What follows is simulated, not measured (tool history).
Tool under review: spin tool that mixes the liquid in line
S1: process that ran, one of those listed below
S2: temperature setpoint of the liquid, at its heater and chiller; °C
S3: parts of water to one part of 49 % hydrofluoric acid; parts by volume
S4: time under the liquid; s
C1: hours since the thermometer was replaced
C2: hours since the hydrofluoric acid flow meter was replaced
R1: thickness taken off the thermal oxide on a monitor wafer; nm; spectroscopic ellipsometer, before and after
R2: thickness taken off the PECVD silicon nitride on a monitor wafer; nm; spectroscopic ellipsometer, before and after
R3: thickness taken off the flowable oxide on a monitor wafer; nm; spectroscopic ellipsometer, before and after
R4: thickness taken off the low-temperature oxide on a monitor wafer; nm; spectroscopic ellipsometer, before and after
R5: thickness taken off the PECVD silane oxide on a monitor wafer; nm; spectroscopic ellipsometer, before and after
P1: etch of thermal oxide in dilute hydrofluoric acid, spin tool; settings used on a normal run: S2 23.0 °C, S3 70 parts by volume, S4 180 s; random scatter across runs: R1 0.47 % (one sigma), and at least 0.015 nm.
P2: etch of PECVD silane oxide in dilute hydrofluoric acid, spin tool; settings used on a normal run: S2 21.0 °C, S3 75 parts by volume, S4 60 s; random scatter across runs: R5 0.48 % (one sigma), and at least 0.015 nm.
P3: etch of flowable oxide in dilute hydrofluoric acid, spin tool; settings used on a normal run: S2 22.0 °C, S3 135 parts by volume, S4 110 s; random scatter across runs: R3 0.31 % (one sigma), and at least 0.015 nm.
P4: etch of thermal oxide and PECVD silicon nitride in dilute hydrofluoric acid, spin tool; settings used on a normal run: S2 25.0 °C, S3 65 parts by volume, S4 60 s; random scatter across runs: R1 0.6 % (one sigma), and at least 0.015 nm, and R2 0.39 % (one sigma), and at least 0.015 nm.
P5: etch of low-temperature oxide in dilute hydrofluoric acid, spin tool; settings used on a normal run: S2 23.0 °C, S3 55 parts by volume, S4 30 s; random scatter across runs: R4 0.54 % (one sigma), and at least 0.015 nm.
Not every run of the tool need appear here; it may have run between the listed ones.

Run 1, hour 18.0: S1 P1, S2 23.0 °C, S3 70 parts by volume, S4 180 s; C1 527.8; C2 575.9. Result: R1 11.3440 nm.
Run 2, hour 26.9: S1 P1, S2 17.0 °C, S3 70 parts by volume, S4 180 s; C1 536.7; C2 584.8. Result: R1 8.8446 nm.
Run 3, hour 42.9: S1 P1, S2 23.0 °C, S3 70 parts by volume, S4 260 s; C1 552.7; C2 600.8. Result: R1 16.3980 nm.
Run 4, hour 54.2: S1 P4, S2 25.0 °C, S3 40 parts by volume, S4 60 s; C1 564.0; C2 612.1. Result: R1 7.6837 nm, R2 8.8005 nm.
Run 5, hour 63.4: S1 P4, S2 25.0 °C, S3 65 parts by volume, S4 60 s; C1 573.2; C2 621.3. Result: R1 4.5832 nm, R2 5.4786 nm.
Run 6, hour 73.7: S1 P4, S2 25.0 °C, S3 65 parts by volume, S4 115 s; C1 583.5; C2 631.6. Result: R1 8.7983 nm, R2 10.5080 nm.
Run 7, hour 87.8: S1 P1, S2 30.5 °C, S3 70 parts by volume, S4 180 s; C1 597.6; C2 645.7. Result: R1 15.2450 nm.
Run 8, hour 102.4: S1 P3, S2 22.0 °C, S3 135 parts by volume, S4 20 s; C1 612.2; C2 660.3. Result: R3 7.4788 nm.
Run 9, hour 114.5: S1 P3, S2 22.0 °C, S3 135 parts by volume, S4 110 s; C1 624.3; C2 672.4. Result: R3 41.5650 nm.
Run 10, hour 131.7: S1 P5, S2 23.0 °C, S3 90 parts by volume, S4 30 s; C1 641.5; C2 689.6. Result: R4 5.6918 nm.
Run 11, hour 145.1: S1 P1, S2 23.0 °C, S3 30 parts by volume, S4 55 s; C1 654.9; C2 703.0. Result: R1 8.5719 nm.
Run 12, hour 158.6: S1 P5, S2 23.0 °C, S3 55 parts by volume, S4 30 s; C1 668.4; C2 716.5. Result: R4 9.5463 nm.
Run 13, hour 172.2: S1 P1, S2 23.0 °C, S3 70 parts by volume, S4 90 s; C1 682.0; C2 730.1. Result: R1 5.6556 nm.
Run 14, hour 189.7: S1 P1, S2 23.0 °C, S3 70 parts by volume, S4 180 s; C1 699.5; C2 747.6. Result: R1 11.4120 nm.
Run 15, hour 199.8: S1 P1, S2 23.0 °C, S3 125 parts by volume, S4 180 s; C1 709.6; C2 757.7. Result: R1 5.9539 nm.
Run 16, hour 212.2: S1 P5, S2 23.0 °C, S3 55 parts by volume, S4 15 s; C1 722.0; C2 770.1. Result: R4 4.8555 nm.
Run 17, hour 223.8: S1 P4, S2 29.0 °C, S3 65 parts by volume, S4 60 s; C1 733.6; C2 781.7. Result: R1 5.3790 nm, R2 7.1876 nm.
Run 18, hour 240.7: S1 P1, S2 23.0 °C, S3 70 parts by volume, S4 180 s; C1 750.5; C2 798.6. Result: R1 11.2890 nm.
Run 19, hour 258.3: S1 P2, S2 21.0 °C, S3 75 parts by volume, S4 60 s; C1 768.1; C2 816.2. Result: R5 36.084 nm.
Run 20, hour 271.7: S1 P3, S2 18.5 °C, S3 135 parts by volume, S4 110 s; C1 781.5; C2 829.6. Result: R3 35.9000 nm.
Run 21, hour 290.5: S1 P2, S2 25.5 °C, S3 75 parts by volume, S4 60 s; C1 800.3; C2 848.4. Result: R5 43.397 nm.
Run 22, hour 301.2: S1 P2, S2 21.0 °C, S3 75 parts by volume, S4 60 s; C1 811.0; C2 859.1. Result: R5 36.175 nm.
Run 23, hour 313.9: S1 P4, S2 25.0 °C, S3 65 parts by volume, S4 60 s; C1 823.7; C2 871.8. Result: R1 4.5251 nm, R2 5.4867 nm.
Run 24, hour 330.0: S1 P3, S2 22.0 °C, S3 230 parts by volume, S4 110 s; C1 839.8; C2 887.9. Result: R3 21.9120 nm.
Run 25, hour 339.2: S1 P3, S2 22.0 °C, S3 135 parts by volume, S4 110 s; C1 849.0; C2 897.1. Result: R3 41.2910 nm.
Run 26, hour 349.8: S1 P2, S2 21.0 °C, S3 75 parts by volume, S4 85 s; C1 859.6; C2 907.7. Result: R5 51.330 nm.
Run 27, hour 359.5: S1 P5, S2 17.0 °C, S3 55 parts by volume, S4 30 s; C1 869.3; C2 917.4. Result: R4 7.4028 nm.
Run 28, hour 377.3: S1 P1, S2 23.0 °C, S3 70 parts by volume, S4 180 s; C1 887.1; C2 935.2. Result: R1 11.3080 nm.
Run 29, hour 391.5: S1 P1, S2 23.0 °C, S3 45 parts by volume, S4 180 s; C1 901.3; C2 949.4. Result: R1 18.1710 nm.
Run 30, hour 409.8: S1 P2, S2 21.0 °C, S3 115 parts by volume, S4 60 s; C1 919.6; C2 967.7. Result: R5 22.675 nm.
Run 31, hour 422.6: S1 P1, S2 23.0 °C, S3 70 parts by volume, S4 180 s; C1 932.4; C2 980.5. Result: R1 11.3260 nm.
Run 32, hour 434.2: S1 P1, S2 23.0 °C, S3 70 parts by volume, S4 180 s; C1 944.0; C2 992.1. Result: R1 11.0150 nm.
Run 33, hour 450.0: S1 P1, S2 23.0 °C, S3 70 parts by volume, S4 180 s; C1 959.8; C2 1007.9. Result: R1 10.8850 nm.
Run 34, hour 463.9: S1 P1, S2 23.0 °C, S3 70 parts by volume, S4 180 s; C1 973.7; C2 1021.8. Result: R1 10.7400 nm.
Run 35, hour 476.0: S1 P1, S2 23.0 °C, S3 70 parts by volume, S4 180 s; C1 985.8; C2 1033.9. Result: R1 10.6790 nm.
Run 36, hour 489.6: S1 P1, S2 23.0 °C, S3 70 parts by volume, S4 180 s; C1 999.4; C2 1047.5. Result: R1 10.7120 nm.
Run 37, hour 501.9: S1 P1, S2 23.0 °C, S3 70 parts by volume, S4 180 s; C1 1011.7; C2 1059.8. Result: R1 10.6680 nm.

What P1 gives has crept off from where it sat before. The 2 causes that follow fit the log equally well, each at the size noted:
A: liquid colder than its thermometer reads (K) = 1.49
B: hydrofluoric acid flow below the setpoint (%) = 5.45
The drift started at roughly hour 422.6.

Which of the 4 check runs listed below separates the causes, so that each cause would produce a clearly different result? Each run uses one wafer, and its results are marked with question marks.
Run check 1, hour 514.2: S1 P3, S2 22.0 °C, S3 135 parts by volume, S4 110 s. Result: R3 ?.
Run check 2, hour 514.2: S1 P5, S2 23.0 °C, S3 55 parts by volume, S4 30 s. Result: R4 ?.
Run check 3, hour 514.2: S1 P2, S2 21.0 °C, S3 75 parts by volume, S4 60 s. Result: R5 ?.
Run check 4, hour 514.2: S1 P4, S2 25.0 °C, S3 65 parts by volume, S4 60 s. Result: R1 ?, R2 ?.

What each check would give under each cause:
  check  result     if A     if B
check 1      R3  38.9530  38.7380
check 2      R4   9.0606   9.0772
check 3      R5   33.988   34.020
check 4      R1   4.3136   4.3111
check 4      R2   4.9732   5.1985
Per-check spread between the two closest causes, in the result where they differ most: check 1 0.55 %; check 2 0.18 %; check 3 0.1 %; check 4 4.43 %
Of the check runs offered, only check 4 discriminates between the causes; the rest would read about the same regardless of which cause applies.

Running check 4 produced the following: R1 4.3153 nm; R2 5.2078 nm. Which one of the listed causes fits?

The cause is B: hydrofluoric acid flow below the setpoint (%).
